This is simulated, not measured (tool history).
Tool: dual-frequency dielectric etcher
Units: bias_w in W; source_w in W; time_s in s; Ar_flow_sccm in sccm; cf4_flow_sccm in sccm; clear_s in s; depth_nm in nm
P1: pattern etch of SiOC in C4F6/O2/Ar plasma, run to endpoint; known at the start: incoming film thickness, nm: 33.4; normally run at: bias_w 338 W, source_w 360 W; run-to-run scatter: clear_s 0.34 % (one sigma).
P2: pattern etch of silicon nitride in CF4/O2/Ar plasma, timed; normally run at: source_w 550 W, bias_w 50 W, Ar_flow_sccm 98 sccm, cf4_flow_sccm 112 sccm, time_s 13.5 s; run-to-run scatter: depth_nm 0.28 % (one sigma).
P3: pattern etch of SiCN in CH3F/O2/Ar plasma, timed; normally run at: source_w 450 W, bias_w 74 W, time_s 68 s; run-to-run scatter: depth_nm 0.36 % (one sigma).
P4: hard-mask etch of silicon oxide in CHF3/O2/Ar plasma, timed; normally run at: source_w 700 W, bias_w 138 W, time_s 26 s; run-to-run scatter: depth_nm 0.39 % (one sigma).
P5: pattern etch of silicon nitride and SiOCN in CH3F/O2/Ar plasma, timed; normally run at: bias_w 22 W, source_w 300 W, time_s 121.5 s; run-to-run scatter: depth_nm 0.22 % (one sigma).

run,day,process,bias_w,source_w,time_s,Ar_flow_sccm,cf4_flow_sccm,hours since the last wet clean,hours since the last bias power generator calibration,hours since the last source power generator calibration,clear_s,depth_nm
1,0.338,P1,338,360,,,,185.3,2859.7,1324.9,13.535,
2,1.038,P3,50,450,68,,,202.1,2876.5,1341.7,,24.198
3,1.658,P1,338,360,,,,217,2891.4,1356.6,13.568,
4,2.083,P2,50,550,13.5,98,112,227.2,2901.6,1366.8,,28.688
5,2.633,P2,50,550,18,98,112,240.4,2914.8,1380,,38.216
6,3.183,P1,338,360,,,,253.6,2928,1393.2,13.571,
7,3.65,P5,22,300,121.5,,,264.8,2939.2,1404.4,,14.026
8,4.054,P3,74,450,37.5,,,274.5,2948.9,1414.1,,15.044
9,4.7,P5,13,300,121.5,,,290,2964.4,1429.6,,11.135
10,5.112,P5,22,300,167,,,299.9,2974.3,1439.5,,19.193
11,5.612,P1,338,490,,,,311.9,2986.3,1451.5,12.072,
# day 5.962: wet clean of the chamber
12,5.967,P1,338,280,,,,0.2,2994.8,1460,14.893,
13,6.408,P2,50,550,13.5,98,112,10.8,3005.4,1470.6,,28.723
14,6.912,P2,50,550,13.5,59,112,22.9,3017.5,1482.7,,30.3
15,7.558,P4,88,700,26,,,38.4,3033,1498.2,,43.08
16,7.942,P1,219,360,,,,47.6,3042.2,1507.4,15.692,
17,8.392,P4,138,700,34.5,,,58.4,3053,1518.2,,65.061
18,8.729,P1,338,360,,,,66.5,3061.1,1526.3,13.549,
19,9.304,P2,40,550,13.5,98,112,80.3,3074.9,1540.1,,26.398
20,9.771,P5,22,300,121.5,,,91.5,3086.1,1551.3,,14.014
21,10.338,P5,22,210,121.5,,,105.1,3099.7,1564.9,,12.369
22,10.675,P1,338,360,,,,113.2,3107.8,1573,13.465,
23,11.371,P1,441,440,,,,129.9,3124.5,1589.7,11.419,
24,12.112,P1,454,500,,,,147.7,3142.3,1607.5,10.804,
25,12.775,P3,74,450,68,,,163.6,3158.2,1623.4,,27.307
26,13.412,P2,50,550,13.5,98,69,178.9,3173.5,1638.7,,26.786
27,14.125,P1,452,360,,,,196,3190.6,1655.8,12.193,
28,14.771,P4,138,700,26,,,211.5,3206.1,1671.3,,49.5
29,15.246,P1,338,360,,,,222.9,3217.5,1682.7,13.514,
30,15.862,P3,74,300,68,,,237.7,3232.3,1697.5,,23.583
31,16.479,P4,138,410,26,,,252.5,3247.1,1712.3,,39.947
32,16.854,P1,338,360,,,,261.5,3256.1,1721.3,13.595,
33,17.379,P2,50,360,13.5,98,112,274.1,3268.7,1733.9,,19.83
34,18.029,P1,338,360,,,,289.7,3284.3,1749.5,13.619,
35,18.479,P1,338,360,,,,300.5,3295.1,1760.3,13.63,
36,18.821,P1,338,360,,,,308.7,3303.3,1768.5,13.644,
37,19.533,P1,338,360,,,,325.8,3320.4,1785.6,13.723,
38,20.175,P1,338,360,,,,341.2,3335.8,1801,13.742,
# day 20.417: wet clean of the chamber
39,20.896,P1,338,360,,,,11.6,3353.1,1818.3,13.81,
40,21.325,P1,338,360,,,,21.9,3363.4,1828.6,13.767,

What P1 gives has crept away from where it was. These 2 causes fit the log equally well, each at the size given:
A: source power that arrives under what is set, % = 4.39
B: bias power that arrives under what is set, % = 4.67
The creep began at about day 18.029.
Why every other cause is out:
chamber walls in a state that lowers the etch rate, %: serviced at day 20.417, which brought nothing back

4 check runs are offered, one wafer each, their results left as question marks. Which one tells the causes apart?
check 1,21.754,P3,74,350,39,,,,,,,?
check 2,21.754,P5,15,300,121.5,,,,,,,?
check 3,21.754,P4,138,450,34,,,,,,,?
check 4,21.754,P2,50,400,13.5,68,112,,,,,?

What each check would give under each cause:
check,result,if A,if B
check 1,depth_nm,14.086,14.082
check 2,depth_nm,11.642,11.598
check 3,depth_nm,53.392,53.492
check 4,depth_nm,21.682,22.168
How far apart the two closest causes lie, in the result that separates them most: check 1 0.03 %; check 2 0.38 %; check 3 0.19 %; check 4 2.22 %
Check 4 tells the causes apart: in the others they would give nearly the same result.

Then check 4 was run and gave: depth_nm 21.63 nm. Which cause is it?

It is A: source power that arrives under what is set, %.
